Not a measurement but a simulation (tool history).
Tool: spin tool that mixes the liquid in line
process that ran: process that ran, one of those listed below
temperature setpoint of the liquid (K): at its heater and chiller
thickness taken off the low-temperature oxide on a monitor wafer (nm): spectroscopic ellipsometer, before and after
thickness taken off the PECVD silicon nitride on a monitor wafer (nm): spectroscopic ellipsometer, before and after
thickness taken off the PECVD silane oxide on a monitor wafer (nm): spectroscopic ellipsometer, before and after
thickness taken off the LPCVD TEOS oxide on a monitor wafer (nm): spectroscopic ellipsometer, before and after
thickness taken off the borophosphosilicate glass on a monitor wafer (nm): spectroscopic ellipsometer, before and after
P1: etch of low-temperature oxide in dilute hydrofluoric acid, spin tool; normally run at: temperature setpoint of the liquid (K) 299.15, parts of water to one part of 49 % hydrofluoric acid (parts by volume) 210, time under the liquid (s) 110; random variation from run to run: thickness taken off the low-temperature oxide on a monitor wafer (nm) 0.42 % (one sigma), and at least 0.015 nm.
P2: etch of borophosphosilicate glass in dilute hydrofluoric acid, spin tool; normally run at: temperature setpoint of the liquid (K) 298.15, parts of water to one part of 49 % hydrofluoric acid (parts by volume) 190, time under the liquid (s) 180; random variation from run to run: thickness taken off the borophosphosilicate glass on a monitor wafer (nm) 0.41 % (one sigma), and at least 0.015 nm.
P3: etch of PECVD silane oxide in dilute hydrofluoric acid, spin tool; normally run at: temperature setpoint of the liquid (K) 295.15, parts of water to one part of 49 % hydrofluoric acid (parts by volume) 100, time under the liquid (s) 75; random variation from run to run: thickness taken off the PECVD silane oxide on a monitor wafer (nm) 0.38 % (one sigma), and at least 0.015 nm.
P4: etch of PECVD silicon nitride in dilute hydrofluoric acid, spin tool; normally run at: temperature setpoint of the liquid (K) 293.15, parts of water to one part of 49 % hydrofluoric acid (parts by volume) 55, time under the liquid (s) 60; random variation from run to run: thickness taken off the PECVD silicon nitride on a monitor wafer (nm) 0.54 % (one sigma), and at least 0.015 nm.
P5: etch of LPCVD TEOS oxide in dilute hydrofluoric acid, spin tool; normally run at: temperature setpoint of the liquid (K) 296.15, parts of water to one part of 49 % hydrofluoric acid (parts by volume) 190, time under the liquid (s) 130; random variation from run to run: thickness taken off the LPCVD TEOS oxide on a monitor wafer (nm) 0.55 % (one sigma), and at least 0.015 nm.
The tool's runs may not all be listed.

run   hour  process that ran  temperature setpoint of the liquid (K)  parts of water to one part of 49 % hydrofluoric acid (parts by volume)  time under the liquid (s)  hours since the thermometer was replaced  hours since the hydrofluoric acid flow meter was replaced  thickness taken off the low-temperature oxide on a monitor wafer (nm)  thickness taken off the PECVD silicon nitride on a monitor wafer (nm)  thickness taken off the PECVD silane oxide on a monitor wafer (nm)  thickness taken off the LPCVD TEOS oxide on a monitor wafer (nm)  thickness taken off the borophosphosilicate glass on a monitor wafer (nm)
  1    3.9                P1                                  299.15                                                                     210                        110                                     209.2                                                        284                                                                 8.0164
  2   10.4                P4                                  293.15                                                                      55                         60                                     215.7                                                      290.5                                                                                                                                        4.5137
  3   16.4                P1                                  304.65                                                                     210                        110                                     221.7                                                      296.5                                                                 9.8337
  4   24.1                P1                                  299.15                                                                     210                        110                                     229.4                                                      304.2                                                                 8.0794
  5   31.3                P3                                  295.15                                                                     100                         75                                     236.6                                                      311.4                                                                                                                                                                                                            16.217
  6   38.6                P1                                  299.15                                                                     210                        110                                     243.9                                                      318.7                                                                 8.1098
  7   46.3                P5                                  296.15                                                                     190                        245                                     251.6                                                      326.4                                                                                                                                                                                                                                                                               18.66
  8   52.6                P5                                  290.15                                                                     190                        130                                     257.9                                                      332.7                                                                                                                                                                                                                                                                              7.8076
  9   58.6                P1                                  299.15                                                                     210                        110                                     263.9                                                      338.7                                                                 8.1323
 10   63.9                P2                                  298.15                                                                     190                        265                                     269.2                                                        344                                                                                                                                                                                                                                                                                                                                                         61.448
 11   69.3                P4                                  290.15                                                                      55                         60                                     274.6                                                      349.4                                                                                                                                        3.6589
 12   74.7                P1                                  299.15                                                                     210                        110                                       280                                                      354.8                                                                 8.1026
 13     80                P1                                  299.15                                                                     125                        110                                     285.3                                                      360.1                                                                 15.118
 14   86.4                P4                                  293.15                                                                      25                         60                                     291.7                                                      366.5                                                                                                                                        9.4826
 15   90.6                P3                                  295.15                                                                     100                         75                                     295.9                                                      370.7                                                                                                                                                                                                            16.236
 16   99.5                P1                                  292.65                                                                     210                         45                                     304.8                                                      379.6                                                                 2.6118
 17  107.7                P2                                  290.65                                                                     190                        180                                       313                                                      387.8                                                                                                                                                                                                                                                                                                                                                         30.984
 18  113.9                P4                                  293.15                                                                      55                         60                                     319.2                                                        394                                                                                                                                        4.5071
 19  122.2                P1                                  299.15                                                                     210                        215                                     327.5                                                      402.3                                                                 15.844
 20  126.6                P1                                  299.15                                                                     295                        110                                     331.9                                                      406.7                                                                 5.3149
 21  135.2                P3                                  303.65                                                                     100                         75                                     340.5                                                      415.3                                                                                                                                                                                                             22.52
 22  143.6                P1                                  299.15                                                                     210                        110                                     348.9                                                      423.7                                                                 8.0811
 23  151.3                P1                                  299.15                                                                     365                         60                                     356.6                                                      431.4                                                                 2.1679
 24  158.5                P5                                  296.15                                                                     190                        130                                     363.8                                                      438.6                                                                                                                                                                                                                                                                              9.7658
     162.2  -- hydrofluoric acid flow meter replaced
 25  165.5                P1                                  303.65                                                                     210                         35                                     370.8                                                        3.3                                                                 3.0177
 26  172.7                P2                                  298.15                                                                      65                        180                                       378                                                       10.5                                                                                                                                                                                                                                                                                                                                                         140.84
 27  177.3                P3                                  295.15                                                                     100                         20                                     382.6                                                       15.1                                                                                                                                                                                                             4.314
 28  185.6                P3                                  295.15                                                                      55                         75                                     390.9                                                       23.4                                                                                                                                                                                                            31.129
 29  193.5                P5                                  296.15                                                                     345                        130                                     398.8                                                       31.3                                                                                                                                                                                                                                                                              4.6264
 30  201.4                P1                                  299.15                                                                     210                         15                                     406.7                                                       39.2                                                                 1.1032
 31  208.7                P2                                  298.15                                                                     190                        180                                       414                                                       46.5                                                                                                                                                                                                                                                                                                                                                         41.517
 32  212.8                P1                                  291.15                                                                     210                        110                                     418.1                                                       50.6                                                                 6.0248
 33  217.3                P4                                  293.15                                                                      55                        105                                     422.6                                                       55.1                                                                                                                                        7.9084
 34  225.3                P1                                  299.15                                                                     210                        110                                     430.6                                                       63.1                                                                  8.117
 35  232.6                P1                                  299.15                                                                     210                        110                                     437.9                                                       70.4                                                                 7.8698
 36    240                P1                                  299.15                                                                     210                        110                                     445.3                                                       77.8                                                                 7.7285
 37  248.6                P1                                  299.15                                                                     210                        110                                     453.9                                                       86.4                                                                 7.7416
 38  255.2                P1                                  299.15                                                                     210                        110                                     460.5                                                         93                                                                 7.6248
 39  261.8                P1                                  299.15                                                                     210                        110                                     467.1                                                       99.6                                                                 7.6401
 40  268.1                P1                                  299.15                                                                     210                        110                                     473.4                                                      105.9                                                                 7.7302

What P1 gives has crept away from where it was. These 2 causes fit the log equally well, each at the size given:
A: hydrofluoric acid flow below the setpoint (%) = 4.68
B: liquid colder than its thermometer reads (K) = 1.64
The creep began at about hour 225.3.

4 check runs are offered, one wafer each, their results left as question marks. Which one tells the causes apart?
check 1  274.4                P2                                  290.65                                                                     190                        180                                                                                                                                                                                                                                                                                                                                                                                                                                                                   ?
check 2  274.4                P4                                  290.15                                                                      55                        100                                                                                                                                                                                                                                                  ?
check 3  274.4                P3                                  303.15                                                                     100                         35                                                                                                                                                                                                                                                                                                                      ?
check 4  274.4                P5                                  290.15                                                                     190                        235                                                                                                                                                                                                                                                                                                                                                                                        ?

What each check would give under each cause:
  check                                                                     result    if A    if B
check 1  thickness taken off the borophosphosilicate glass on a monitor wafer (nm)   29.31  29.038
check 2      thickness taken off the PECVD silicon nitride on a monitor wafer (nm)  5.7621  5.3694
check 3         thickness taken off the PECVD silane oxide on a monitor wafer (nm)  9.7712   9.702
check 4           thickness taken off the LPCVD TEOS oxide on a monitor wafer (nm)   13.27  13.141
How far apart the two closest causes lie, in the result that separates them most: check 1 0.94 %; check 2 7.06 %; check 3 0.71 %; check 4 0.98 %
Only check 2 tells the causes apart: in the others they would give nearly the same result.

Check 2 was then run and gave: thickness taken off the PECVD silicon nitride on a monitor wafer (nm) 5.3627. Which cause is it?

It is B: liquid colder than its thermometer reads (K).
